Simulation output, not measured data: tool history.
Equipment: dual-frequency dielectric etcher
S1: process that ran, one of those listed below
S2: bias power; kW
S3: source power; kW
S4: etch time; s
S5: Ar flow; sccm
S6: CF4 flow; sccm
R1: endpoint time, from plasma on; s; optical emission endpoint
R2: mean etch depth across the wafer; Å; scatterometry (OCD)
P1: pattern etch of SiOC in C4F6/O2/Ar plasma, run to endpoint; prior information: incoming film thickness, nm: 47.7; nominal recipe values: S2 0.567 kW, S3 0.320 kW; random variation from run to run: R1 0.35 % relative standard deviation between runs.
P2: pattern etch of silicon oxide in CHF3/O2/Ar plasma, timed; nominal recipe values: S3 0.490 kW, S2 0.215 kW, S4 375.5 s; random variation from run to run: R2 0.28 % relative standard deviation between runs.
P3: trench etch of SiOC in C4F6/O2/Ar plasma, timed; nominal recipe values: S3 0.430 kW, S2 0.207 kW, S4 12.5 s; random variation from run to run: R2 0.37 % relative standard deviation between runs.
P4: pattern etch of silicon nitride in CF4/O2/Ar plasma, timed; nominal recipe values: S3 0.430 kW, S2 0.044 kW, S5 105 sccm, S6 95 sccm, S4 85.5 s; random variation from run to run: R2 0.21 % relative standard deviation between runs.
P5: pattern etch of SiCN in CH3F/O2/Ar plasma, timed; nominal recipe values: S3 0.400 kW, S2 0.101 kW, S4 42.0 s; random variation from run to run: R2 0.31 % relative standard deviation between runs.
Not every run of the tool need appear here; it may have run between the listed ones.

| run | hour | S1 | S2 | S3 | S4 | S5 | S6 | R1 | R2 |
|---|---|---|---|---|---|---|---|---|---|
| 1 | 2.7 | P1 | 0.567 | 0.320 |  |  |  | 16.183 |  |
| 2 | 6.3 | P1 | 0.567 | 0.320 |  |  |  | 16.217 |  |
| 3 | 10.7 | P2 | 0.215 | 0.490 | 375.5 |  |  |  | 7506.50 |
| 4 | 14.3 | P2 | 0.215 | 0.490 | 206.5 |  |  |  | 4156.40 |
| 5 | 18.4 | P3 | 0.207 | 0.430 | 18.5 |  |  |  | 400.02 |
| 6 | 23.6 | P4 | 0.044 | 0.430 | 85.5 | 105 | 95 |  | 1346.90 |
| 7 | 28.0 | P2 | 0.269 | 0.490 | 375.5 |  |  |  | 8153.90 |
|  | 30.6 | bias power generator calibrated |
| 8 | 31.2 | P2 | 0.215 | 0.490 | 375.5 |  |  |  | 7474.90 |
| 9 | 34.5 | P1 | 0.736 | 0.250 |  |  |  | 15.926 |  |
| 10 | 38.0 | P4 | 0.044 | 0.430 | 85.5 | 105 | 127 |  | 1397.30 |
| 11 | 42.8 | P1 | 0.567 | 0.430 |  |  |  | 14.625 |  |
| 12 | 46.9 | P4 | 0.044 | 0.300 | 85.5 | 105 | 95 |  | 985.52 |
| 13 | 51.7 | P1 | 0.567 | 0.320 |  |  |  | 16.144 |  |
| 14 | 54.2 | P5 | 0.101 | 0.400 | 25.0 |  |  |  | 109.66 |
| 15 | 56.7 | P1 | 0.567 | 0.250 |  |  |  | 17.779 |  |
| 16 | 61.8 | P3 | 0.207 | 0.430 | 12.5 |  |  |  | 271.76 |
| 17 | 64.8 | P1 | 0.711 | 0.320 |  |  |  | 14.869 |  |
| 18 | 69.9 | P4 | 0.044 | 0.430 | 47.0 | 105 | 95 |  | 738.99 |
| 19 | 73.9 | P4 | 0.044 | 0.430 | 85.5 | 105 | 95 |  | 1350.80 |
| 20 | 76.1 | P3 | 0.207 | 0.600 | 12.5 |  |  |  | 308.72 |
| 21 | 79.2 | P1 | 0.776 | 0.400 |  |  |  | 13.325 |  |
| 22 | 82.7 | P1 | 0.567 | 0.320 |  |  |  | 16.194 |  |
| 23 | 85.7 | P4 | 0.031 | 0.430 | 85.5 | 105 | 95 |  | 1190.10 |
| 24 | 88.2 | P5 | 0.125 | 0.400 | 42.0 |  |  |  | 199.51 |
| 25 | 91.6 | P1 | 0.567 | 0.320 |  |  |  | 16.243 |  |
| 26 | 94.4 | P4 | 0.044 | 0.430 | 85.5 | 141 | 95 |  | 1294.10 |
| 27 | 97.0 | P5 | 0.101 | 0.400 | 42.0 |  |  |  | 184.20 |
| 28 | 100.8 | P2 | 0.215 | 0.320 | 375.5 |  |  |  | 6451.80 |
| 29 | 103.6 | P1 | 0.567 | 0.320 |  |  |  | 16.165 |  |
| 30 | 105.8 | P1 | 0.346 | 0.320 |  |  |  | 19.509 |  |
| 31 | 109.2 | P3 | 0.146 | 0.430 | 12.5 |  |  |  | 243.09 |
| 32 | 114.1 | P5 | 0.101 | 0.240 | 42.0 |  |  |  | 152.94 |
| 33 | 116.7 | P1 | 0.567 | 0.320 |  |  |  | 16.224 |  |
| 34 | 119.5 | P1 | 0.567 | 0.320 |  |  |  | 16.192 |  |
| 35 | 122.9 | P1 | 0.567 | 0.320 |  |  |  | 16.144 |  |
| 36 | 127.5 | P1 | 0.567 | 0.320 |  |  |  | 16.045 |  |
| 37 | 132.4 | P1 | 0.567 | 0.320 |  |  |  | 16.005 |  |
| 38 | 136.8 | P1 | 0.567 | 0.320 |  |  |  | 15.974 |  |
| 39 | 140.8 | P1 | 0.567 | 0.320 |  |  |  | 15.995 |  |
|  | 141.3 | wet clean of the chamber |
| 40 | 144.2 | P1 | 0.567 | 0.320 |  |  |  | 15.833 |  |
| 41 | 149.4 | P1 | 0.567 | 0.320 |  |  |  | 15.942 |  |
| 42 | 152.9 | P1 | 0.567 | 0.320 |  |  |  | 15.904 |  |

Something has made what P1 gives creep away from where it was; the 2 causes below, each at its own stated size, fit the log equally well:
A: source power that arrives over what is set, % = 4.95
B: bias power that arrives over what is set, % = 4.69
The process output started creeping at around hour 119.5.
Excluded causes, each with its reason:
chamber walls in a state that raises the etch rate, %: serviced at hour 141.3, which brought nothing back

The check runs listed below each take one wafer, and their results are still question marks. Under which run would the listed causes lead to clearly different results?
| check 1 | 156.4 | P4 | 0.044 | 0.430 | 85.5 | 105 | 122 |  | ? |
| check 2 | 156.4 | P2 | 0.215 | 0.490 | 207.0 |  |  |  | ? |
| check 3 | 156.4 | P3 | 0.154 | 0.590 | 12.5 |  |  |  | ? |
| check 4 | 156.4 | P5 | 0.101 | 0.240 | 42.0 |  |  |  | ? |

Expected result of each check under each candidate cause:
| check | result | if A | if B |
|---|---|---|---|
| check 1 | R2 | 1452.60 | 1415.80 |
| check 2 | R2 | 4223.40 | 4214.90 |
| check 3 | R2 | 285.19 | 283.62 |
| check 4 | R2 | 155.47 | 155.51 |
Gap, in per cent, between the two causes that each check separates least, read from the result that separates them most: check 1 2.57 %; check 2 0.2 %; check 3 0.55 %; check 4 0.03 %
The other checks would show nearly matching results whichever cause is true, so check 1 is the only one that separates the causes.

With check 1 done, the readings were: R2 1448.40 Å. Identify which of the listed causes applies.

It is A: source power that arrives over what is set, %.
